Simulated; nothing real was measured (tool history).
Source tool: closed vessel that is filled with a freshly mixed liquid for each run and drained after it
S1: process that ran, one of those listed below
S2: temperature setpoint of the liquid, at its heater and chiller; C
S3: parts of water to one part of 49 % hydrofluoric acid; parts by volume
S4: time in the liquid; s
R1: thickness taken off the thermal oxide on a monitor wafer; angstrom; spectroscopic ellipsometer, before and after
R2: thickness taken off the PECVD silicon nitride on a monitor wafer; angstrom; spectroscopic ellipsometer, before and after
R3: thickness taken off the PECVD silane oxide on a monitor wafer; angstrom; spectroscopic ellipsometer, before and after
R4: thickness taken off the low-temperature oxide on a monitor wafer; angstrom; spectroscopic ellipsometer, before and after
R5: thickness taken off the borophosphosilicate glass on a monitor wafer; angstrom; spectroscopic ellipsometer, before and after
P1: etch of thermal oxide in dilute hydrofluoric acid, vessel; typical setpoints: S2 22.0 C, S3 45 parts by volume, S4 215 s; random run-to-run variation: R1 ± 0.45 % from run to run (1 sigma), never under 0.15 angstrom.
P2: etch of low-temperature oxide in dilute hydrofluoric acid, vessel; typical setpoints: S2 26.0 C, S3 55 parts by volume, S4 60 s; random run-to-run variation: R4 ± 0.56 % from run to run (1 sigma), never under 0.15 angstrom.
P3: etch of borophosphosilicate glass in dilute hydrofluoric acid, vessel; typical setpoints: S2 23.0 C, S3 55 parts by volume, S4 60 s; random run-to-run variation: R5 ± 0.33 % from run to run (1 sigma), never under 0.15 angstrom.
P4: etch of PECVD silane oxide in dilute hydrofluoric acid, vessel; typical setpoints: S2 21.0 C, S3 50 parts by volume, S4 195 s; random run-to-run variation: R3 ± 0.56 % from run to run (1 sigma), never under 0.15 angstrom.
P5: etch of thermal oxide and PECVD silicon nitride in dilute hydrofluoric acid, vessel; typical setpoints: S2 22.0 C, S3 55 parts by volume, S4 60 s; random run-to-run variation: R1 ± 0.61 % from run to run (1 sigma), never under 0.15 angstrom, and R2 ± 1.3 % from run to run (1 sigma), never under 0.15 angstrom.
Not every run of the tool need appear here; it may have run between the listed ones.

run 1 hour=6.9 | S1=P1 S2=22.0 S3=45 S4=215 | R1=208.540
run 2 hour=13.3 | S1=P5 S2=22.0 S3=90 S4=60 | R1=28.486 R2=9.5322
run 3 hour=24.2 | S1=P4 S2=21.0 S3=30 S4=195 | R3=953.57
run 4 hour=32.0 | S1=P2 S2=26.0 S3=105 S4=60 | R4=155.71
run 5 hour=44.9 | S1=P1 S2=22.0 S3=45 S4=370 | R1=358.710
run 6 hour=53.8 | S1=P3 S2=23.0 S3=55 S4=60 | R5=589.06
run 7 hour=61.3 | S1=P5 S2=22.0 S3=55 S4=110 | R1=90.209 R2=28.5130
run 8 hour=70.4 | S1=P1 S2=22.0 S3=20 S4=215 | R1=482.870
run 9 hour=77.4 | S1=P1 S2=22.0 S3=45 S4=75 | R1=72.359
run 10 hour=91.1 | S1=P1 S2=22.0 S3=45 S4=215 | R1=208.730
run 11 hour=103.7 | S1=P1 S2=22.0 S3=45 S4=215 | R1=208.910
run 12 hour=114.5 | S1=P4 S2=17.0 S3=50 S4=195 | R3=468.30
run 13 hour=127.3 | S1=P3 S2=23.0 S3=55 S4=30 | R5=295.62
run 14 hour=141.6 | S1=P1 S2=27.5 S3=45 S4=215 | R1=260.010
run 15 hour=151.8 | S1=P4 S2=21.0 S3=50 S4=195 | R3=552.41
run 16 hour=159.4 | S1=P4 S2=21.0 S3=50 S4=375 | R3=1082.10
run 17 hour=170.5 | S1=P2 S2=26.0 S3=55 S4=115 | R4=602.68
run 18 hour=177.9 | S1=P1 S2=22.0 S3=60 S4=215 | R1=153.730
run 19 hour=188.4 | S1=P3 S2=23.0 S3=55 S4=60 | R5=592.91
run 20 hour=202.0 | S1=P5 S2=22.0 S3=55 S4=60 | R1=49.250 R2=15.2440
run 21 hour=216.5 | S1=P1 S2=22.0 S3=45 S4=215 | R1=207.900
run 22 hour=231.2 | S1=P5 S2=30.5 S3=55 S4=60 | R1=67.937 R2=27.0040
run 23 hour=241.3 | S1=P1 S2=18.0 S3=70 S4=215 | R1=109.570
run 24 hour=252.1 | S1=P1 S2=17.0 S3=45 S4=215 | R1=168.070
run 25 hour=265.4 | S1=P1 S2=22.0 S3=45 S4=215 | R1=209.220
run 26 hour=278.8 | S1=P2 S2=26.0 S3=55 S4=60 | R4=317.67
run 27 hour=289.4 | S1=P3 S2=23.0 S3=20 S4=60 | R5=1701.00
run 28 hour=295.9 | S1=P2 S2=30.0 S3=55 S4=60 | R4=371.12
run 29 hour=306.6 | S1=P3 S2=28.0 S3=55 S4=60 | R5=724.61
run 30 hour=313.7 | S1=P1 S2=22.0 S3=45 S4=215 | R1=207.710
run 31 hour=320.5 | S1=P1 S2=22.0 S3=45 S4=215 | R1=214.720
run 32 hour=326.9 | S1=P1 S2=22.0 S3=45 S4=215 | R1=219.350
run 33 hour=340.1 | S1=P1 S2=22.0 S3=45 S4=215 | R1=223.920
run 34 hour=349.9 | S1=P1 S2=22.0 S3=45 S4=215 | R1=224.490
run 35 hour=359.1 | S1=P1 S2=22.0 S3=45 S4=215 | R1=223.630
run 36 hour=367.2 | S1=P1 S2=22.0 S3=45 S4=215 | R1=226.440
run 37 hour=373.6 | S1=P1 S2=22.0 S3=45 S4=215 | R1=225.890

What P1 gives has crept away from where it was. These 2 causes fit the log equally well, each at the size given:
A: liquid hotter than its thermometer reads (K) = 1.94
B: hydrofluoric acid flow above the setpoint (%) = 7.95
Creep in the process output first set in at about hour 313.7.

Consider the 4 check runs below, whose results appear as question marks and each of which averages 5 wafers. Which one distinguishes the causes, in that each cause would give it a clearly different result?
run check 1 hour=380.0 | S1=P5 S2=22.0 S3=55 S4=60 | R1=? R2=?
run check 2 hour=380.0 | S1=P3 S2=23.0 S3=55 S4=60 | R5=?
run check 3 hour=380.0 | S1=P4 S2=21.0 S3=50 S4=195 | R3=?
run check 4 hour=380.0 | S1=P2 S2=26.0 S3=55 S4=60 | R4=?

What every check run would give for each of its results, assuming each possible cause in turn:
check=check_1 result=R1 if_A=52.891 if_B=52.965
check=check_1 result=R2 if_A=17.6150 if_B=16.6420
check=check_2 result=R5 if_A=641.78 if_B=643.17
check=check_3 result=R3 if_A=608.36 if_B=608.27
check=check_4 result=R4 if_A=341.44 if_B=342.97
Separation of the two closest causes in each check, using whichever result separates them best: check 1 5.69 %; check 2 0.22 %; check 3 0.01 %; check 4 0.45 %
Check 1 tells the causes apart: in the others they would give nearly the same result.

Here is what check 1 returned: R1 53.010 angstrom; R2 16.7800 angstrom. Which cause is it?

The cause is B: hydrofluoric acid flow above the setpoint (%).

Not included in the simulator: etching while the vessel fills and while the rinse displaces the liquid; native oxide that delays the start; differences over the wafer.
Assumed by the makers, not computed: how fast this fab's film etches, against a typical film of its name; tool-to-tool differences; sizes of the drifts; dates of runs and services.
